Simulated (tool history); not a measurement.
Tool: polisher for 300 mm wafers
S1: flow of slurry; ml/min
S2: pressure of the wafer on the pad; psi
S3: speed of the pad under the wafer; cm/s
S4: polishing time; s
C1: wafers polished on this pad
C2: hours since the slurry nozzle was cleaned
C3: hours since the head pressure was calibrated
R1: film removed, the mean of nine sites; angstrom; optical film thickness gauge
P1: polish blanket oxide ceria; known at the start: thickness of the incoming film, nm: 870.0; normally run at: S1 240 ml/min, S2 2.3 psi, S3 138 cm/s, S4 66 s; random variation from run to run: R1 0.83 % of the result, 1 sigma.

run 1 hour=4.2 | S1=240 S2=2.3 S3=138 S4=66 | C1=152 C2=319.4 C3=229.9 | R1=3057.8
-- hour=7.8 slurry nozzle cleaned
run 2 hour=9.4 | S1=240 S2=2.3 S3=138 S4=66 | C1=199 C2=1.6 C3=235.1 | R1=3053.1
run 3 hour=12 | S1=240 S2=2.3 S3=138 S4=66 | C1=223 C2=4.2 C3=237.7 | R1=3080.5
run 4 hour=16.3 | S1=145 S2=2.3 S3=138 S4=66 | C1=263 C2=8.5 C3=242 | R1=2816.2
run 5 hour=19.1 | S1=240 S2=2.3 S3=138 S4=66 | C1=289 C2=11.3 C3=244.8 | R1=3103.2
run 6 hour=23.4 | S1=240 S2=2.3 S3=64 S4=66 | C1=328 C2=15.6 C3=249.1 | R1=1402.2
run 7 hour=26.1 | S1=240 S2=2.3 S3=206 S4=66 | C1=353 C2=18.3 C3=251.8 | R1=4518.5
run 8 hour=30.1 | S1=145 S2=1 S3=138 S4=66 | C1=390 C2=22.3 C3=255.8 | R1=1236.7
run 9 hour=34.2 | S1=240 S2=2.3 S3=138 S4=34 | C1=427 C2=26.4 C3=259.9 | R1=1573.5
run 10 hour=39.2 | S1=365 S2=2.3 S3=180 S4=66 | C1=473 C2=31.4 C3=264.9 | R1=4151.5
run 11 hour=44.2 | S1=240 S2=2.3 S3=138 S4=66 | C1=519 C2=36.4 C3=269.9 | R1=3072.6
run 12 hour=48.8 | S1=240 S2=3.4 S3=138 S4=66 | C1=562 C2=41 C3=274.5 | R1=4522.2
run 13 hour=51.6 | S1=240 S2=2.3 S3=138 S4=104 | C1=587 C2=43.8 C3=277.3 | R1=4787.7
run 14 hour=54.7 | S1=240 S2=1.3 S3=138 S4=66 | C1=616 C2=46.9 C3=280.4 | R1=1725.4
run 15 hour=59.5 | S1=340 S2=2.3 S3=138 S4=66 | C1=660 C2=51.7 C3=285.2 | R1=3137.4
run 16 hour=62.6 | S1=240 S2=2.3 S3=138 S4=66 | C1=688 C2=54.8 C3=288.3 | R1=3036.1
run 17 hour=65.1 | S1=240 S2=2.3 S3=138 S4=66 | C1=711 C2=57.3 C3=290.8 | R1=3035.2
run 18 hour=69.6 | S1=240 S2=2.3 S3=138 S4=66 | C1=753 C2=61.8 C3=295.3 | R1=3008
run 19 hour=73.8 | S1=240 S2=2.3 S3=138 S4=66 | C1=791 C2=66 C3=299.5 | R1=2995.7
run 20 hour=78.9 | S1=240 S2=2.3 S3=138 S4=66 | C1=838 C2=71.1 C3=304.6 | R1=2946.8
run 21 hour=83.3 | S1=240 S2=2.3 S3=138 S4=66 | C1=879 C2=75.5 C3=309 | R1=2960.7
run 22 hour=87.1 | S1=240 S2=2.3 S3=138 S4=66 | C1=914 C2=79.3 C3=312.8 | R1=2922.6
-- hour=89.3 head pressure recalibrated
run 23 hour=90.2 | S1=240 S2=2.3 S3=138 S4=66 | C1=942 C2=82.4 C3=1 | R1=2921.8
run 24 hour=94.8 | S1=240 S2=2.3 S3=138 S4=66 | C1=984 C2=87 C3=5.6 | R1=2871.8
run 25 hour=97.1 | S1=240 S2=2.3 S3=138 S4=66 | C1=1006 C2=89.3 C3=7.9 | R1=2923.6
run 26 hour=100.8 | S1=240 S2=2.3 S3=138 S4=66 | C1=1040 C2=93 C3=11.6 | R1=2889.2

Forecast run 27:
run 27 hour=105.3 | S1=240 S2=2.3 S3=138 S4=66 | C1=1081 C2=97.5 C3=16.1 | R1=?

Run 27 gave R1 2893.6 angstrom.
